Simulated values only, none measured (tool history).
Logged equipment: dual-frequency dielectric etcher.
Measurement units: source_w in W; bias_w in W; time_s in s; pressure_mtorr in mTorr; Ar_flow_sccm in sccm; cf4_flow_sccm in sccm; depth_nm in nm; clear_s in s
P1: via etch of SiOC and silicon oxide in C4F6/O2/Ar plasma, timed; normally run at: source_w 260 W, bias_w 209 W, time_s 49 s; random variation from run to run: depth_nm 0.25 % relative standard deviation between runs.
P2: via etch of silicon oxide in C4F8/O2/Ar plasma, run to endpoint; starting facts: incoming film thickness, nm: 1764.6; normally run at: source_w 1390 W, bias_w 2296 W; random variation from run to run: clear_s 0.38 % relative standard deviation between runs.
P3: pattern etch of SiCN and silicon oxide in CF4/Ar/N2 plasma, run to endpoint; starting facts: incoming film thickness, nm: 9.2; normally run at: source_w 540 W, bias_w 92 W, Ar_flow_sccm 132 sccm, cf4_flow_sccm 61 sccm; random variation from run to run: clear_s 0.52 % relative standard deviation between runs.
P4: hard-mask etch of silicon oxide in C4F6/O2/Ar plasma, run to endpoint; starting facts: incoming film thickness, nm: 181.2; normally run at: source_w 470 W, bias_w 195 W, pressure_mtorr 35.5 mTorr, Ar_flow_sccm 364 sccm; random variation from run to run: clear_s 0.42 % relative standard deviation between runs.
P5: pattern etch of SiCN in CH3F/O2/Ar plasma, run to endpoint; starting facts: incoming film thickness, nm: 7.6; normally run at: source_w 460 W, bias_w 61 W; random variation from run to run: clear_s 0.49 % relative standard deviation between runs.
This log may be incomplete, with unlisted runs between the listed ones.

Run 1, day 0.429: process P1, source_w 260 W, bias_w 209 W, time_s 49 s. Result: depth_nm 49.697 nm.
Run 2, day 1.008: process P4, source_w 470 W, bias_w 195 W, pressure_mtorr 35.5 mTorr, Ar_flow_sccm 364 sccm. Result: clear_s 55.615 s.
Run 3, day 1.633: process P4, source_w 470 W, bias_w 195 W, pressure_mtorr 35.5 mTorr, Ar_flow_sccm 364 sccm. Result: clear_s 55.726 s.
Run 4, day 2.088: process P1, source_w 260 W, bias_w 247 W, time_s 49 s. Result: depth_nm 52.756 nm.
Run 5, day 2.479: process P3, source_w 390 W, bias_w 92 W, Ar_flow_sccm 132 sccm, cf4_flow_sccm 61 sccm. Result: clear_s 11.835 s.
Run 6, day 3.083: process P5, source_w 460 W, bias_w 61 W. Result: clear_s 20.418 s.
Run 7, day 3.512: process P1, source_w 260 W, bias_w 251 W, time_s 61 s. Result: depth_nm 66.054 nm.
Run 8, day 4.012: process P3, source_w 540 W, bias_w 92 W, Ar_flow_sccm 132 sccm, cf4_flow_sccm 61 sccm. Result: clear_s 8.8896 s.
Run 9, day 4.446: process P1, source_w 260 W, bias_w 209 W, time_s 49 s. Result: depth_nm 49.66 nm.
Run 10, day 5.038: process P1, source_w 300 W, bias_w 209 W, time_s 49 s. Result: depth_nm 52.537 nm.
Run 11, day 5.758: process P1, source_w 330 W, bias_w 262 W, time_s 49 s. Result: depth_nm 58.991 nm.
Run 12, day 6.329: process P4, source_w 470 W, bias_w 195 W, pressure_mtorr 35.5 mTorr, Ar_flow_sccm 480 sccm. Result: clear_s 56.94 s.
Run 13, day 7.108: process P5, source_w 460 W, bias_w 38 W. Result: clear_s 23.523 s.
At day 7.196: bias power generator calibrated.
Run 14, day 7.892: process P1, source_w 260 W, bias_w 209 W, time_s 49 s. Result: depth_nm 49.904 nm.
Run 15, day 8.588: process P3, source_w 540 W, bias_w 92 W, Ar_flow_sccm 97 sccm, cf4_flow_sccm 61 sccm. Result: clear_s 8.4329 s.
Run 16, day 9.142: process P3, source_w 540 W, bias_w 92 W, Ar_flow_sccm 132 sccm, cf4_flow_sccm 78 sccm. Result: clear_s 8.5531 s.
Run 17, day 9.754: process P1, source_w 260 W, bias_w 146 W, time_s 49 s. Result: depth_nm 44.217 nm.
Run 18, day 10.483: process P5, source_w 280 W, bias_w 61 W. Result: clear_s 24.456 s.
Run 19, day 11.167: process P1, source_w 260 W, bias_w 209 W, time_s 72 s. Result: depth_nm 72.786 nm.
Run 20, day 11.808: process P2, source_w 1390 W, bias_w 2296 W. Result: clear_s 402.62 s.
Run 21, day 12.429: process P1, source_w 260 W, bias_w 209 W, time_s 49 s. Result: depth_nm 49.839 nm.
Run 22, day 13.204: process P4, source_w 640 W, bias_w 195 W, pressure_mtorr 35.5 mTorr, Ar_flow_sccm 364 sccm. Result: clear_s 49.06 s.
Run 23, day 13.875: process P1, source_w 260 W, bias_w 209 W, time_s 29 s. Result: depth_nm 29.475 nm.
Run 24, day 14.542: process P4, source_w 470 W, bias_w 122 W, pressure_mtorr 35.5 mTorr, Ar_flow_sccm 364 sccm. Result: clear_s 64.169 s.
Run 25, day 15.167: process P1, source_w 260 W, bias_w 209 W, time_s 49 s. Result: depth_nm 49.624 nm.
Run 26, day 15.608: process P2, source_w 1390 W, bias_w 3234 W. Result: clear_s 357.67 s.
Run 27, day 16.062: process P1, source_w 260 W, bias_w 209 W, time_s 49 s. Result: depth_nm 49.749 nm.
Run 28, day 16.771: process P2, source_w 800 W, bias_w 2296 W. Result: clear_s 497.38 s.
Run 29, day 17.208: process P4, source_w 470 W, bias_w 195 W, pressure_mtorr 50 mTorr, Ar_flow_sccm 364 sccm. Result: clear_s 57.712 s.
Run 30, day 17.696: process P3, source_w 540 W, bias_w 111 W, Ar_flow_sccm 132 sccm, cf4_flow_sccm 61 sccm. Result: clear_s 8.2418 s.
Run 31, day 18.217: process P1, source_w 210 W, bias_w 209 W, time_s 49 s. Result: depth_nm 45.781 nm.
Run 32, day 18.904: process P1, source_w 260 W, bias_w 209 W, time_s 49 s. Result: depth_nm 49.767 nm.
Run 33, day 19.396: process P1, source_w 260 W, bias_w 209 W, time_s 49 s. Result: depth_nm 49.572 nm.
Run 34, day 19.817: process P1, source_w 260 W, bias_w 209 W, time_s 49 s. Result: depth_nm 49.404 nm.
Run 35, day 20.342: process P1, source_w 260 W, bias_w 209 W, time_s 49 s. Result: depth_nm 49.375 nm.
Run 36, day 20.808: process P1, source_w 260 W, bias_w 209 W, time_s 49 s. Result: depth_nm 49.002 nm.
Run 37, day 21.417: process P1, source_w 260 W, bias_w 209 W, time_s 49 s. Result: depth_nm 49.095 nm.
Run 38, day 22.067: process P1, source_w 260 W, bias_w 209 W, time_s 49 s. Result: depth_nm 48.992 nm.
At day 22.233: wet clean of the chamber.
Run 39, day 22.712: process P1, source_w 260 W, bias_w 209 W, time_s 49 s. Result: depth_nm 48.99 nm.
Run 40, day 23.162: process P1, source_w 260 W, bias_w 209 W, time_s 49 s. Result: depth_nm 48.928 nm.
Run 41, day 23.7: process P1, source_w 260 W, bias_w 209 W, time_s 49 s. Result: depth_nm 48.746 nm.
Run 42, day 24.4: process P1, source_w 260 W, bias_w 209 W, time_s 49 s. Result: depth_nm 48.979 nm.

What P1 gives has crept away from where it was. These 2 causes fit the log equally well, each at the size given:
A: bias power that arrives under what is set, % = 4.74
B: source power that arrives under what is set, % = 4.24
Creep in the process output first set in at about day 18.904.
The rest of the possible causes, and what rules out each one:
chamber walls in a state that lowers the etch rate, %: serviced at day 22.233, after the change had begun; the process did not return to its earlier output

The 4 check runs listed below each average the results of 5 wafers, and their outcomes are marked with question marks. Under which run would the listed causes produce clearly different results?
Run check 1, day 25.1: process P3, source_w 390 W, bias_w 92 W, Ar_flow_sccm 132 sccm, cf4_flow_sccm 76 sccm. Result: clear_s ?.
Run check 2, day 25.1: process P5, source_w 280 W, bias_w 43 W. Result: clear_s ?.
Run check 3, day 25.1: process P2, source_w 1390 W, bias_w 3084 W. Result: clear_s ?.
Run check 4, day 25.1: process P4, source_w 600 W, bias_w 195 W, pressure_mtorr 35.5 mTorr, Ar_flow_sccm 364 sccm. Result: clear_s ?.

Outcome of each check run for each possible cause:
  check   result    if A    if B
check 1  clear_s  11.653  11.889
check 2  clear_s  28.116   28.15
check 3  clear_s  371.08  371.56
check 4  clear_s  51.249  51.345
Smallest distance between any two causes, each pair judged by its most separating result, in per cent: check 1 2 %; check 2 0.12 %; check 3 0.13 %; check 4 0.19 %
Check 1 is the one run that separates the causes; every other check would come out nearly the same whichever cause is at work.

Then check 1 was run and gave: clear_s 11.927 s. Which cause is it?

The correct cause is B, namely: source power that arrives under what is set, %.
